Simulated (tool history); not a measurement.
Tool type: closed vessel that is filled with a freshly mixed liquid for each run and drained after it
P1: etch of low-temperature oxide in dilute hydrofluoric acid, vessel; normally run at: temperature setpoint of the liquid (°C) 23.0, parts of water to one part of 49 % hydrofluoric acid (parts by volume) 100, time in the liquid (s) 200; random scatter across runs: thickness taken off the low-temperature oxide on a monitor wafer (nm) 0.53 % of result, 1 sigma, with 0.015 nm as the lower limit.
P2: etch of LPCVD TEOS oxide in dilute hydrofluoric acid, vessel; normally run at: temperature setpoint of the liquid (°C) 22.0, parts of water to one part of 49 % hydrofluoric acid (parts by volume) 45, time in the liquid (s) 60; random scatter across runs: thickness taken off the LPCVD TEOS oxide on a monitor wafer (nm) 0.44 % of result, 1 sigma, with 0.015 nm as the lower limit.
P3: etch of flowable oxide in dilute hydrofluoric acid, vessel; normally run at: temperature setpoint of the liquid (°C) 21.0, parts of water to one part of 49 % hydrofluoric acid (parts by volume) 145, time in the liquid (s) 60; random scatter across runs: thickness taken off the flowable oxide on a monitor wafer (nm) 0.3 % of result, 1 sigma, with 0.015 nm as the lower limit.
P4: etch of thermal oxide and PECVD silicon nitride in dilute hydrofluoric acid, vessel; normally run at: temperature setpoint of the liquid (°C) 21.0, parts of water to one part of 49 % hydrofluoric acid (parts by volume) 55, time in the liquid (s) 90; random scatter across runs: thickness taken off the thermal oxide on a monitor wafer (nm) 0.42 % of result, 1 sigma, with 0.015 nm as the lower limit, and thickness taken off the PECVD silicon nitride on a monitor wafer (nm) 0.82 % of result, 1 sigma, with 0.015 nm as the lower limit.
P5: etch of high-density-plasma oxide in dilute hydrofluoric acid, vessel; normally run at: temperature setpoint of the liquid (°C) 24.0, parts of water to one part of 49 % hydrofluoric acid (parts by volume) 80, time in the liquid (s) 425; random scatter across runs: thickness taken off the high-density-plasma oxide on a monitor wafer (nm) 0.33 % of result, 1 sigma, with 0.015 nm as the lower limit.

run   hour  process that ran  temperature setpoint of the liquid (°C)  parts of water to one part of 49 % hydrofluoric acid (parts by volume)  time in the liquid (s)  hours since the thermometer was replaced  hours since the hydrofluoric acid flow meter was replaced  thickness taken off the low-temperature oxide on a monitor wafer (nm)  thickness taken off the thermal oxide on a monitor wafer (nm)  thickness taken off the PECVD silicon nitride on a monitor wafer (nm)  thickness taken off the flowable oxide on a monitor wafer (nm)  thickness taken off the LPCVD TEOS oxide on a monitor wafer (nm)  thickness taken off the high-density-plasma oxide on a monitor wafer (nm)
  1   14.2                P1                                     23.0                                                                     100                     200                                     605.1                                                      832.4                                                                60.9590
  2   24.6                P1                                     23.0                                                                     100                     200                                     615.5                                                      842.8                                                                61.5630
  3   33.1                P4                                     21.0                                                                      55                      90                                     624.0                                                      851.3                                                                                                                                7.1535                                                                 2.9525
  4   48.6                P3                                     25.0                                                                     145                      60                                     639.5                                                      866.8                                                                                                                                                                                                                                                                       20.055
  5   60.2                P3                                     21.0                                                                     145                     100                                     651.1                                                      878.4                                                                                                                                                                                                                                                                       29.007
  6   67.5                P4                                     21.0                                                                      55                      50                                     658.4                                                      885.7                                                                                                                                3.9806                                                                 1.6632
  7   82.4                P3                                     21.0                                                                     145                      60                                     673.3                                                      900.6                                                                                                                                                                                                                                                                       17.233
  8   95.2                P1                                     23.0                                                                      20                     200                                     686.1                                                      913.4                                                               341.1000
  9  102.7                P2                                     17.5                                                                      45                      60                                     693.6                                                      920.9                                                                                                                                                                                                                                                                                                                                         45.471
 10  112.1                P1                                     23.0                                                                     165                     365                                     703.0                                                      930.3                                                                63.4040
 11  120.1                P1                                     23.0                                                                     100                     200                                     711.0                                                      938.3                                                                61.3390
 12  130.5                P1                                     23.0                                                                     155                     200                                     721.4                                                      948.7                                                                37.1310
 13  142.4                P2                                     22.0                                                                      45                      30                                     733.3                                                      960.6                                                                                                                                                                                                                                                                                                                                         27.695
 14  151.9                P4                                     17.0                                                                      55                      90                                     742.8                                                      970.1                                                                                                                                6.0138                                                                 2.2633
 15  164.3                P2                                     22.0                                                                      45                      60                                     755.2                                                      982.5                                                                                                                                                                                                                                                                                                                                         55.072
 16  178.1                P5                                     24.0                                                                      80                     425                                     769.0                                                      996.3                                                                                                                                                                                                                                                                                                                                                                                                                    26.743
 17  192.0                P2                                     22.0                                                                      65                      60                                     782.9                                                     1010.2                                                                                                                                                                                                                                                                                                                                         37.342
 18  199.5                P1                                     23.0                                                                     100                     310                                     790.4                                                     1017.7                                                                95.0420
 19  209.2                P3                                     21.0                                                                      40                      60                                     800.1                                                     1027.4                                                                                                                                                                                                                                                                       70.643
 20  222.8                P1                                     23.0                                                                     100                      30                                     813.7                                                     1041.0                                                                 9.2185
 21  233.6                P1                                     28.5                                                                     100                     380                                     824.5                                                     1051.8                                                               143.9800
 22  243.7                P3                                     21.0                                                                     145                      60                                     834.6                                                     1061.9                                                                                                                                                                                                                                                                       17.238
 23  255.0                P4                                     21.0                                                                      85                      90                                     845.9                                                     1073.2                                                                                                                                4.4777                                                                 1.9086
 24  267.6                P5                                     29.5                                                                      80                     425                                     858.5                                                     1085.8                                                                                                                                                                                                                                                                                                                                                                                                                    33.155
 25  277.1                P1                                     23.0                                                                     100                     200                                     868.0                                                     1095.3                                                                61.1770
 26  286.6                P1                                     27.5                                                                     100                     200                                     877.5                                                     1104.8                                                                73.9340
 27  295.5                P1                                     17.0                                                                     100                     200                                     886.4                                                     1113.7                                                                48.0480
 28  306.8                P4                                     21.0                                                                      55                      90                                     897.7                                                     1125.0                                                                                                                                7.1276                                                                 2.9392
 29  315.9                P5                                     24.0                                                                      80                     735                                     906.8                                                     1134.1                                                                                                                                                                                                                                                                                                                                                                                                                    45.891
 30  325.9                P1                                     18.0                                                                      60                     200                                     916.8                                                     1144.1                                                                87.0800
 31  336.3                P5                                     24.0                                                                      30                     425                                     927.2                                                     1154.5                                                                                                                                                                                                                                                                                                                                                                                                                    75.551
 32  349.5                P1                                     23.0                                                                     100                     200                                     940.4                                                     1167.7                                                                61.5880
 33  364.0                P1                                     23.0                                                                     100                     200                                     954.9                                                     1182.2                                                                58.2840

What will run 34 give?
 34  371.9                P1                                     23.0                                                                     100                     200                                     962.8                                                     1190.1                                                                      ?

thickness taken off the low-temperature oxide on a monitor wafer (nm): 57.4460
